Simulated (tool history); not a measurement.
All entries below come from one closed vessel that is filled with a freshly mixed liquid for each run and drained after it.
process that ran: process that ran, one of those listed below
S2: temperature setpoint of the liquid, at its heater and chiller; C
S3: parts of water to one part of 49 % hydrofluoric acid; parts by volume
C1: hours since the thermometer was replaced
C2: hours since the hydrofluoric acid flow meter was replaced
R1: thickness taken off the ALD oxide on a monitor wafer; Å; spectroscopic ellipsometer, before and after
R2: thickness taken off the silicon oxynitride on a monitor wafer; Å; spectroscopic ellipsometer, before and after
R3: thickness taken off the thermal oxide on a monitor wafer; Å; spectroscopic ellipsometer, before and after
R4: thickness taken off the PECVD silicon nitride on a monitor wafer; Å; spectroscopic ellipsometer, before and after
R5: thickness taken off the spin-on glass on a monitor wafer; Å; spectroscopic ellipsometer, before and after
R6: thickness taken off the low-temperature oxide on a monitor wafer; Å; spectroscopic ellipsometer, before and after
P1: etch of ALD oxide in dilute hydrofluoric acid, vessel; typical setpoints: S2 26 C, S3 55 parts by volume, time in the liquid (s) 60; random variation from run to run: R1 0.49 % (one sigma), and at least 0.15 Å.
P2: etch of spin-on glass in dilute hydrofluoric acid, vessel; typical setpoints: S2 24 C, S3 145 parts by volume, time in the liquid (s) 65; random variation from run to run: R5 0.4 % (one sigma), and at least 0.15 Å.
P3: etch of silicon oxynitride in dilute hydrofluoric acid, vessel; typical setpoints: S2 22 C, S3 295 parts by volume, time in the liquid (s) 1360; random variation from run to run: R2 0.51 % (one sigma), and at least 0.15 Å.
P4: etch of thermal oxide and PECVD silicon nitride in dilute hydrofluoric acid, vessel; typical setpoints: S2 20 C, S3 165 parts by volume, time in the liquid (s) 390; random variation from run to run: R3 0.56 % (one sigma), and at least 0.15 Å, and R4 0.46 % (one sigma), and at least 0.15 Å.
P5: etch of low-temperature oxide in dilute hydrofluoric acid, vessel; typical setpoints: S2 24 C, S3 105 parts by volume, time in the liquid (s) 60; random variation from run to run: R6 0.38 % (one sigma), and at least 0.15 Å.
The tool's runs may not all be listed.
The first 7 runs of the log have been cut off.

run 8 hour=77.2 | process_that_ran=P2 S2=24 S3=145 time_in_the_liquid_(s)=30 | C1=733.1 C2=654.9 | R5=62.375
run 9 hour=88.3 | process_that_ran=P4 S2=20 S3=165 time_in_the_liquid_(s)=390 | C1=744.2 C2=666 | R3=91.412 R4=45.016
run 10 hour=94.6 | process_that_ran=P1 S2=32.5 S3=20 time_in_the_liquid_(s)=60 | C1=750.5 C2=672.3 | R1=568.67
run 11 hour=104 | process_that_ran=P1 S2=26 S3=55 time_in_the_liquid_(s)=60 | C1=759.9 C2=681.7 | R1=150.59
run 12 hour=114.6 | process_that_ran=P1 S2=26 S3=55 time_in_the_liquid_(s)=120 | C1=770.5 C2=692.3 | R1=303.51
run 13 hour=120 | process_that_ran=P1 S2=26 S3=55 time_in_the_liquid_(s)=30 | C1=775.9 C2=697.7 | R1=74.749
run 14 hour=131.4 | process_that_ran=P5 S2=24 S3=105 time_in_the_liquid_(s)=30 | C1=787.3 C2=709.1 | R6=66.924
run 15 hour=137.9 | process_that_ran=P4 S2=17 S3=165 time_in_the_liquid_(s)=390 | C1=793.8 C2=715.6 | R3=81.294 R4=36.969
run 16 hour=150.1 | process_that_ran=P1 S2=26 S3=55 time_in_the_liquid_(s)=60 | C1=806 C2=727.8 | R1=150.14
run 17 hour=162.2 | process_that_ran=P5 S2=31.5 S3=105 time_in_the_liquid_(s)=60 | C1=818.1 C2=739.9 | R6=177.66
run 18 hour=167.4 | process_that_ran=P3 S2=27.5 S3=295 time_in_the_liquid_(s)=1360 | C1=823.3 C2=745.1 | R2=165.42
run 19 hour=174.2 | process_that_ran=P1 S2=26 S3=55 time_in_the_liquid_(s)=60 | C1=830.1 C2=751.9 | R1=150.48
run 20 hour=179.7 | process_that_ran=P4 S2=20 S3=165 time_in_the_liquid_(s)=220 | C1=835.6 C2=757.4 | R3=51.376 R4=25.85
run 21 hour=185.5 | process_that_ran=P5 S2=24 S3=105 time_in_the_liquid_(s)=60 | C1=841.4 C2=763.2 | R6=133.7
run 22 hour=196 | process_that_ran=P2 S2=32 S3=145 time_in_the_liquid_(s)=65 | C1=851.9 C2=773.7 | R5=182.3
run 23 hour=205 | process_that_ran=P5 S2=24 S3=105 time_in_the_liquid_(s)=60 | C1=860.9 C2=782.7 | R6=133.98
run 24 hour=215.8 | process_that_ran=P1 S2=21 S3=55 time_in_the_liquid_(s)=60 | C1=871.7 C2=793.5 | R1=122.28
run 25 hour=227.7 | process_that_ran=P1 S2=26 S3=80 time_in_the_liquid_(s)=30 | C1=883.6 C2=805.4 | R1=50.203
run 26 hour=236.7 | process_that_ran=P1 S2=26 S3=55 time_in_the_liquid_(s)=60 | C1=892.6 C2=814.4 | R1=150.79
run 27 hour=245.5 | process_that_ran=P1 S2=32 S3=55 time_in_the_liquid_(s)=60 | C1=901.4 C2=823.2 | R1=191.61
run 28 hour=256.4 | process_that_ran=P2 S2=24 S3=145 time_in_the_liquid_(s)=65 | C1=912.3 C2=834.1 | R5=134.53

What will run 29 give?
run 29 hour=264 | process_that_ran=P1 S2=21.5 S3=90 time_in_the_liquid_(s)=60 | C1=919.9 C2=841.7 | R1=?

R1: 72.413 Å
